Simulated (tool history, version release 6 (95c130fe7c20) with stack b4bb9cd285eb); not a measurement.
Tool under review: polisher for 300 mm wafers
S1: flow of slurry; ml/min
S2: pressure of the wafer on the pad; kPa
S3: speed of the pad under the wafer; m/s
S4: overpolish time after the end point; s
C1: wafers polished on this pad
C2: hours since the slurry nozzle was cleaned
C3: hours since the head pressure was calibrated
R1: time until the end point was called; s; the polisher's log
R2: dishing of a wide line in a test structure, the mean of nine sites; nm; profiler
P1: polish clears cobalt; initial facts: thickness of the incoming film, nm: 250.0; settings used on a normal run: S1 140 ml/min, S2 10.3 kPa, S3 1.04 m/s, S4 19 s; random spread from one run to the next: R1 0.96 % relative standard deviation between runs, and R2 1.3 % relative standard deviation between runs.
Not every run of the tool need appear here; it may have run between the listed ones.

run 1 hour=18.3 | S1=140 S2=10.3 S3=1.04 S4=19 | C1=925 C2=208.3 C3=175.3 | R1=53.613 R2=44.688
run 2 hour=34.9 | S1=140 S2=10.3 S3=1.04 S4=19 | C1=1045 C2=224.9 C3=191.9 | R1=53.869 R2=44.895
run 3 hour=52.8 | S1=140 S2=10.3 S3=1.04 S4=36 | C1=1174 C2=242.8 C3=209.8 | R1=54.605 R2=52.003
run 4 hour=63.4 | S1=140 S2=10.3 S3=1.04 S4=19 | C1=1250 C2=253.4 C3=220.4 | R1=53.621 R2=44.038
run 5 hour=75.7 | S1=140 S2=14.5 S3=1.04 S4=19 | C1=1339 C2=265.7 C3=232.7 | R1=37.891 R2=49.201
run 6 hour=89.6 | S1=85 S2=10.3 S3=1.04 S4=19 | C1=1439 C2=279.6 C3=246.6 | R1=59.595 R2=43.175
run 7 hour=98.8 | S1=140 S2=10.3 S3=1.04 S4=19 | C1=1506 C2=288.8 C3=255.8 | R1=53.64 R2=44.789
run 8 hour=107.9 | S1=140 S2=7.6 S3=1.04 S4=19 | C1=1571 C2=297.9 C3=264.9 | R1=73.403 R2=38.016
run 9 hour=126 | S1=210 S2=10.3 S3=1.04 S4=19 | C1=1702 C2=316 C3=283 | R1=50.423 R2=46.251
run 10 hour=134.3 | S1=140 S2=10.3 S3=0.48 S4=19 | C1=1762 C2=324.3 C3=291.3 | R1=118.66 R2=29.776
run 11 hour=146.9 | S1=140 S2=10.3 S3=1.58 S4=19 | C1=1853 C2=336.9 C3=303.9 | R1=35.627 R2=51.421
-- hour=159.3 slurry nozzle cleaned
run 12 hour=161.7 | S1=140 S2=10.3 S3=1.04 S4=19 | C1=1959 C2=2.5 C3=318.7 | R1=53.864 R2=44.683
run 13 hour=175.8 | S1=140 S2=10.3 S3=1.58 S4=6 | C1=2061 C2=16.6 C3=332.8 | R1=34.958 R2=29.721
run 14 hour=192.8 | S1=140 S2=10.3 S3=1.04 S4=6 | C1=2184 C2=33.6 C3=349.8 | R1=54.222 R2=22.508
run 15 hour=204.2 | S1=140 S2=10.3 S3=1.04 S4=19 | C1=2266 C2=45 C3=361.2 | R1=53.246 R2=43.766
run 16 hour=214.7 | S1=140 S2=10.3 S3=1.04 S4=19 | C1=2342 C2=55.5 C3=371.7 | R1=55.556 R2=43.577
run 17 hour=229.7 | S1=140 S2=10.3 S3=1.04 S4=19 | C1=2450 C2=70.5 C3=386.7 | R1=56.996 R2=42.912
run 18 hour=247.6 | S1=140 S2=10.3 S3=1.04 S4=19 | C1=2579 C2=88.4 C3=404.6 | R1=58.035 R2=43.382
-- hour=257.5 head pressure recalibrated
run 19 hour=261.3 | S1=140 S2=10.3 S3=1.04 S4=19 | C1=2678 C2=102.1 C3=3.9 | R1=58.006 R2=42.973
run 20 hour=270.1 | S1=140 S2=10.3 S3=1.04 S4=19 | C1=2741 C2=110.9 C3=12.7 | R1=58.544 R2=42.841
run 21 hour=286.2 | S1=140 S2=10.3 S3=1.04 S4=19 | C1=2857 C2=127 C3=28.8 | R1=58.995 R2=42.625
run 22 hour=295.8 | S1=140 S2=10.3 S3=1.04 S4=19 | C1=2926 C2=136.6 C3=38.4 | R1=58.062 R2=42.341
run 23 hour=308.4 | S1=140 S2=10.3 S3=1.04 S4=19 | C1=3017 C2=149.2 C3=51 | R1=58.572 R2=42.507

Compared with where it was, what P1 gives has crept away. Each cause listed below fits the log as well as the rest, at the size given for it:
A: slurry flow missing at the pad, % = 33.4
B: removal rate lost through wear of the pad, % = 8.67
The process output started creeping at around hour 204.2.
All other causes, with the reason each is excluded:
head's pressure below its setpoint, %: serviced at hour 257.5, after the drift had started, without restoring the earlier output

You are offered 4 check runs, listed below with question marks in place of their results; each one averages 3 wafers. Which run separates the listed causes by giving clearly different results for each?
run check 1 hour=321 | S1=140 S2=14.5 S3=1.04 S4=19 | R1=? R2=?
run check 2 hour=321 | S1=140 S2=10.3 S3=0.52 S4=19 | R1=? R2=?
run check 3 hour=321 | S1=90 S2=10.3 S3=1.36 S4=19 | R1=? R2=?
run check 4 hour=321 | S1=140 S2=10.3 S3=1.04 S4=30 | R1=? R2=?

How each check would come out, cause by cause:
check=check_1 result=R1 if_A=42.013 if_B=42.015
check=check_1 result=R2 if_A=48.168 if_B=48.167
check=check_2 result=R1 if_A=117.64 if_B=117.64
check=check_2 result=R2 if_A=29.588 if_B=29.587
check=check_3 result=R1 if_A=51.863 if_B=49.721
check=check_3 result=R2 if_A=45.032 if_B=45.717
check=check_4 result=R1 if_A=58.819 if_B=58.821
check=check_4 result=R2 if_A=49.891 if_B=49.89
Smallest distance between any two causes, each pair judged by its most separating result, in per cent: check 1 0 %; check 2 0 %; check 3 4.22 %; check 4 0 %
Only check 3 tells the causes apart: in the others they would give nearly the same result.

Check 3 has now been run. It gave: R1 49.567 s; R2 45.249 nm. Which of the candidate causes is it?

The cause is B: removal rate lost through wear of the pad, %.
